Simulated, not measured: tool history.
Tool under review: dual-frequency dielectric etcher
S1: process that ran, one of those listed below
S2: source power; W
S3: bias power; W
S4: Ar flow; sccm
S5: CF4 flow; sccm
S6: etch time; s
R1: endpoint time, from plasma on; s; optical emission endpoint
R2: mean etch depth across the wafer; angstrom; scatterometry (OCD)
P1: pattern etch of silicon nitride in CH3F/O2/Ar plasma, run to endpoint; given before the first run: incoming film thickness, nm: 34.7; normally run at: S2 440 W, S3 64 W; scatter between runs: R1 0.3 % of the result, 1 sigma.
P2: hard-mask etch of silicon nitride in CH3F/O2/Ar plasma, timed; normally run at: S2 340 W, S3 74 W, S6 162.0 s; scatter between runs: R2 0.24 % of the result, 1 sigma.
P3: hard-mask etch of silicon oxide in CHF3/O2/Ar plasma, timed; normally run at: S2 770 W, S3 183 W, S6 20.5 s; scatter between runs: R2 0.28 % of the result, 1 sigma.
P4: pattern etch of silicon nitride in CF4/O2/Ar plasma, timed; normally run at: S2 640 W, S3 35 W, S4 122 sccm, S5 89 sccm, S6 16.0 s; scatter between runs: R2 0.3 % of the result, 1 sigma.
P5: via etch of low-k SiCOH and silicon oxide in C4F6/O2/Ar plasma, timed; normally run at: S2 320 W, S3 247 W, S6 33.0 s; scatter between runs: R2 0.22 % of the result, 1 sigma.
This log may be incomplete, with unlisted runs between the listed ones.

{"run": 1, "hour": 7.8, "S1": "P1", "S2": 440, "S3": 64, "R1": 50.171}
{"run": 2, "hour": 15.7, "S1": "P4", "S2": 640, "S3": 35, "S4": 122, "S5": 89, "S6": 16.0, "R2": 323.08}
{"run": 3, "hour": 20.5, "S1": "P5", "S2": 320, "S3": 247, "S6": 44.0, "R2": 1094.5}
{"run": 4, "hour": 24.7, "S1": "P3", "S2": 770, "S3": 183, "S6": 28.5, "R2": 634.06}
{"run": 5, "hour": 30.2, "S1": "P1", "S2": 610, "S3": 64, "R1": 44.074}
{"run": 6, "hour": 35.1, "S1": "P4", "S2": 640, "S3": 20, "S4": 122, "S5": 89, "S6": 16.0, "R2": 270.23}
{"run": 7, "hour": 40.1, "S1": "P1", "S2": 440, "S3": 89, "R1": 44.57}
{"run": 8, "hour": 49.0, "S1": "P3", "S2": 770, "S3": 183, "S6": 20.5, "R2": 455.6}
{"run": 9, "hour": 53.2, "S1": "P4", "S2": 640, "S3": 35, "S4": 152, "S5": 89, "S6": 16.0, "R2": 313.33}
{"run": 10, "hour": 57.8, "S1": "P1", "S2": 440, "S3": 64, "R1": 49.675}
{"run": 11, "hour": 63.8, "S1": "P5", "S2": 320, "S3": 306, "S6": 33.0, "R2": 887.07}
{"run": 12, "hour": 72.8, "S1": "P1", "S2": 440, "S3": 64, "R1": 50.17}
{"run": 13, "hour": 77.2, "S1": "P1", "S2": 600, "S3": 39, "R1": 51.492}
{"run": 14, "hour": 84.4, "S1": "P1", "S2": 550, "S3": 88, "R1": 41.182}
{"run": 15, "hour": 92.2, "S1": "P2", "S2": 340, "S3": 74, "S6": 233.0, "R2": 1604.1}
{"run": 16, "hour": 99.9, "S1": "P1", "S2": 440, "S3": 64, "R1": 50.209}
{"run": 17, "hour": 104.2, "S1": "P1", "S2": 290, "S3": 64, "R1": 58.649}
{"run": 18, "hour": 111.3, "S1": "P4", "S2": 390, "S3": 35, "S4": 122, "S5": 89, "S6": 16.0, "R2": 209.43}
{"run": 19, "hour": 116.8, "S1": "P4", "S2": 640, "S3": 35, "S4": 122, "S5": 89, "S6": 9.0, "R2": 181.58}
{"run": 20, "hour": 122.0, "S1": "P5", "S2": 320, "S3": 247, "S6": 33.0, "R2": 825.76}
{"run": 21, "hour": 129.3, "S1": "P2", "S2": 340, "S3": 104, "S6": 162.0, "R2": 1261.0}
{"run": 22, "hour": 135.9, "S1": "P2", "S2": 340, "S3": 74, "S6": 162.0, "R2": 1115.5}
{"run": 23, "hour": 144.1, "S1": "P4", "S2": 640, "S3": 35, "S4": 122, "S5": 89, "S6": 16.0, "R2": 322.59}
{"run": 24, "hour": 150.6, "S1": "P1", "S2": 440, "S3": 39, "R1": 58.442}
{"run": 25, "hour": 158.0, "S1": "P4", "S2": 640, "S3": 35, "S4": 122, "S5": 66, "S6": 16.0, "R2": 307.17}
{"run": 26, "hour": 163.4, "S1": "P3", "S2": 500, "S3": 183, "S6": 20.5, "R2": 388.93}
{"run": 27, "hour": 171.7, "S1": "P1", "S2": 440, "S3": 64, "R1": 49.971}
{"run": 28, "hour": 179.7, "S1": "P5", "S2": 450, "S3": 247, "S6": 33.0, "R2": 939.67}
{"run": 29, "hour": 185.8, "S1": "P1", "S2": 320, "S3": 46, "R1": 62.654}
{"run": 30, "hour": 191.6, "S1": "P2", "S2": 450, "S3": 74, "S6": 162.0, "R2": 1238.9}
{"run": 31, "hour": 199.6, "S1": "P3", "S2": 770, "S3": 245, "S6": 20.5, "R2": 503.63}
{"run": 32, "hour": 206.4, "S1": "P3", "S2": 770, "S3": 183, "S6": 20.5, "R2": 456.36}
{"run": 33, "hour": 213.7, "S1": "P1", "S2": 440, "S3": 64, "R1": 49.865}
{"run": 34, "hour": 221.4, "S1": "P1", "S2": 440, "S3": 64, "R1": 49.798}
{"run": 35, "hour": 230.5, "S1": "P1", "S2": 440, "S3": 64, "R1": 49.593}
{"run": 36, "hour": 235.7, "S1": "P1", "S2": 440, "S3": 64, "R1": 49.235}
{"run": 37, "hour": 240.0, "S1": "P1", "S2": 440, "S3": 64, "R1": 49.467}
{"run": 38, "hour": 246.8, "S1": "P1", "S2": 440, "S3": 64, "R1": 49.206}
{"run": 39, "hour": 251.4, "S1": "P1", "S2": 440, "S3": 64, "R1": 49.427}
{"run": 40, "hour": 258.0, "S1": "P1", "S2": 440, "S3": 64, "R1": 49.148}
{"hour": 261.4, "done": "wet clean of the chamber"}
{"run": 41, "hour": 264.3, "S1": "P1", "S2": 440, "S3": 64, "R1": 49.378}
{"run": 42, "hour": 272.0, "S1": "P1", "S2": 440, "S3": 64, "R1": 49.434}
{"run": 43, "hour": 278.8, "S1": "P1", "S2": 440, "S3": 64, "R1": 48.967}
{"run": 44, "hour": 287.1, "S1": "P1", "S2": 440, "S3": 64, "R1": 49.259}

P1 no longer gives what it gave before; its output has crept away from where it was. The following 2 causes, each at its listed size, fit the log equally well:
A: bias power that arrives over what is set, % = 4.83
B: source power that arrives over what is set, % = 4.17
The drift started at roughly hour 213.7.
The rest of the possible causes, and what rules out each one:
chamber walls in a state that raises the etch rate, %: was serviced at hour 261.4, once the creep was under way, yet the earlier output never came back

Listed below are the offered check runs, one wafer per run, with question marks in place of results. For which of them would the causes give clearly different outcomes?
{"run": "check 1", "hour": 295.4, "S1": "P4", "S2": 640, "S3": 24, "S4": 122, "S5": 89, "S6": 16.0, "R2": "?"}
{"run": "check 2", "hour": 295.4, "S1": "P3", "S2": 770, "S3": 237, "S6": 20.5, "R2": "?"}
{"run": "check 3", "hour": 295.4, "S1": "P2", "S2": 340, "S3": 101, "S6": 162.0, "R2": "?"}
{"run": "check 4", "hour": 295.4, "S1": "P5", "S2": 320, "S3": 283, "S6": 33.0, "R2": "?"}

Outcome of each check run for each possible cause:
check=check_1 result=R2 if_A=289.24 if_B=295.47
check=check_2 result=R2 if_A=506.42 if_B=505.89
check=check_3 result=R2 if_A=1271.70 if_B=1268.60
check=check_4 result=R2 if_A=877.58 if_B=876.59
Separation of the two closest causes in each check, using whichever result separates them best: check 1 2.13 %; check 2 0.1 %; check 3 0.25 %; check 4 0.11 %
Only check 1 tells the causes apart: in the others they would give nearly the same result.

After running check 1, the following was obtained: R2 288.31 angstrom. Which cause does this point to?

It is A: bias power that arrives over what is set, %.
